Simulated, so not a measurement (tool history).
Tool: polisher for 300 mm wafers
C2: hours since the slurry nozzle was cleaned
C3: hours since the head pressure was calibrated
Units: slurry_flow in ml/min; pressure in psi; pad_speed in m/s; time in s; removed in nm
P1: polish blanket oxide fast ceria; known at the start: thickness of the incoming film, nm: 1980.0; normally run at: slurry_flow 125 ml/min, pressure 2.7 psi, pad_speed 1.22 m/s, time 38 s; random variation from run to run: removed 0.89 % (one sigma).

{"run": 1, "hour": 4.2, "slurry_flow": 125, "pressure": 2.7, "pad_speed": 1.22, "time": 38, "wafers polished on this pad": 423, "C2": 623.5, "C3": 816, "removed": 793.89}
{"run": 2, "hour": 8.4, "slurry_flow": 75, "pressure": 2.7, "pad_speed": 1.22, "time": 38, "wafers polished on this pad": 472, "C2": 627.7, "C3": 820.2, "removed": 682.96}
{"run": 3, "hour": 12.8, "slurry_flow": 125, "pressure": 2.7, "pad_speed": 0.84, "time": 38, "wafers polished on this pad": 523, "C2": 632.1, "C3": 824.6, "removed": 535.29}
{"run": 4, "hour": 16.3, "slurry_flow": 125, "pressure": 2.7, "pad_speed": 1.22, "time": 38, "wafers polished on this pad": 564, "C2": 635.6, "C3": 828.1, "removed": 795.12}
{"run": 5, "hour": 21.1, "slurry_flow": 125, "pressure": 2.7, "pad_speed": 1.22, "time": 38, "wafers polished on this pad": 620, "C2": 640.4, "C3": 832.9, "removed": 791.04}
{"run": 6, "hour": 25.6, "slurry_flow": 125, "pressure": 2.7, "pad_speed": 1.8, "time": 38, "wafers polished on this pad": 673, "C2": 644.9, "C3": 837.4, "removed": 1150.3}
{"run": 7, "hour": 28.0, "slurry_flow": 125, "pressure": 2.7, "pad_speed": 1.22, "time": 38, "wafers polished on this pad": 701, "C2": 647.3, "C3": 839.8, "removed": 789.65}
{"run": 8, "hour": 32.1, "slurry_flow": 125, "pressure": 3.7, "pad_speed": 1.22, "time": 38, "wafers polished on this pad": 749, "C2": 651.4, "C3": 843.9, "removed": 1074.4}
{"run": 9, "hour": 34.4, "slurry_flow": 125, "pressure": 2.7, "pad_speed": 1.22, "time": 20, "wafers polished on this pad": 776, "C2": 653.7, "C3": 846.2, "removed": 411.86}
{"run": 10, "hour": 36.5, "slurry_flow": 165, "pressure": 2.7, "pad_speed": 1.22, "time": 38, "wafers polished on this pad": 800, "C2": 655.8, "C3": 848.3, "removed": 835.82}
{"run": 11, "hour": 39.6, "slurry_flow": 125, "pressure": 2.1, "pad_speed": 0.88, "time": 38, "wafers polished on this pad": 837, "C2": 658.9, "C3": 851.4, "removed": 449.68}
{"run": 12, "hour": 43.0, "slurry_flow": 125, "pressure": 1.4, "pad_speed": 1.22, "time": 38, "wafers polished on this pad": 876, "C2": 662.3, "C3": 854.8, "removed": 406.71}
{"run": 13, "hour": 45.3, "slurry_flow": 125, "pressure": 2.7, "pad_speed": 1.22, "time": 38, "wafers polished on this pad": 903, "C2": 664.6, "C3": 857.1, "removed": 788.74}
{"run": 14, "hour": 48.9, "slurry_flow": 125, "pressure": 2.7, "pad_speed": 1.22, "time": 48, "wafers polished on this pad": 946, "C2": 668.2, "C3": 860.7, "removed": 1008.2}
{"run": 15, "hour": 51.9, "slurry_flow": 125, "pressure": 2.7, "pad_speed": 1.22, "time": 38, "wafers polished on this pad": 981, "C2": 671.2, "C3": 863.7, "removed": 792.09}
{"run": 16, "hour": 55.9, "slurry_flow": 125, "pressure": 2.7, "pad_speed": 1.22, "time": 38, "wafers polished on this pad": 1027, "C2": 675.2, "C3": 867.7, "removed": 748.7}
{"run": 17, "hour": 60.3, "slurry_flow": 125, "pressure": 2.7, "pad_speed": 1.22, "time": 38, "wafers polished on this pad": 1079, "C2": 679.6, "C3": 872.1, "removed": 710.57}
{"run": 18, "hour": 63.1, "slurry_flow": 125, "pressure": 2.7, "pad_speed": 1.22, "time": 38, "wafers polished on this pad": 1112, "C2": 682.4, "C3": 874.9, "removed": 705.58}
{"hour": 64.9, "done": "worn pad replaced by a new one"}
{"run": 19, "hour": 66.2, "slurry_flow": 125, "pressure": 2.7, "pad_speed": 1.22, "time": 38, "wafers polished on this pad": 16, "C2": 685.5, "C3": 878, "removed": 716.04}
{"run": 20, "hour": 69.8, "slurry_flow": 125, "pressure": 2.7, "pad_speed": 1.22, "time": 38, "wafers polished on this pad": 58, "C2": 689.1, "C3": 881.6, "removed": 718.53}
{"run": 21, "hour": 73.9, "slurry_flow": 125, "pressure": 2.7, "pad_speed": 1.22, "time": 38, "wafers polished on this pad": 106, "C2": 693.2, "C3": 885.7, "removed": 705.51}

What P1 gives has crept away from where it was. These 2 causes fit the log equally well, each at the size given:
A: head's pressure below its setpoint, % = 10.9
B: slurry flow missing at the pad, % = 36.6
The creep began at about hour 51.9.
Why every other cause is out:
removal rate lost through wear of the pad, %: serviced at hour 64.9, which brought nothing back

4 check runs are offered, one wafer each, their results left as question marks. Which one tells the causes apart?
{"run": "check 1", "hour": 78.0, "slurry_flow": 75, "pressure": 2.7, "pad_speed": 1.5, "time": 38, "removed": "?"}
{"run": "check 2", "hour": 78.0, "slurry_flow": 125, "pressure": 2.2, "pad_speed": 1.72, "time": 38, "removed": "?"}
{"run": "check 3", "hour": 78.0, "slurry_flow": 125, "pressure": 3.5, "pad_speed": 1.22, "time": 38, "removed": "?"}
{"run": "check 4", "hour": 78.0, "slurry_flow": 125, "pressure": 2.7, "pad_speed": 0.88, "time": 38, "removed": "?"}

What each check would give under each cause:
check=check_1 result=removed if_A=756.05 if_B=710.28
check=check_2 result=removed if_A=807.01 if_B=806.7
check=check_3 result=removed if_A=910.66 if_B=910.3
check=check_4 result=removed if_A=506.73 if_B=506.53
How far apart the two closest causes lie, in the result that separates them most: check 1 6.24 %; check 2 0.04 %; check 3 0.04 %; check 4 0.04 %
Only check 1 tells the causes apart: in the others they would give nearly the same result.

Then check 1 was run and gave: removed 750.76 nm. Which cause is it?

It is A: head's pressure below its setpoint, %.

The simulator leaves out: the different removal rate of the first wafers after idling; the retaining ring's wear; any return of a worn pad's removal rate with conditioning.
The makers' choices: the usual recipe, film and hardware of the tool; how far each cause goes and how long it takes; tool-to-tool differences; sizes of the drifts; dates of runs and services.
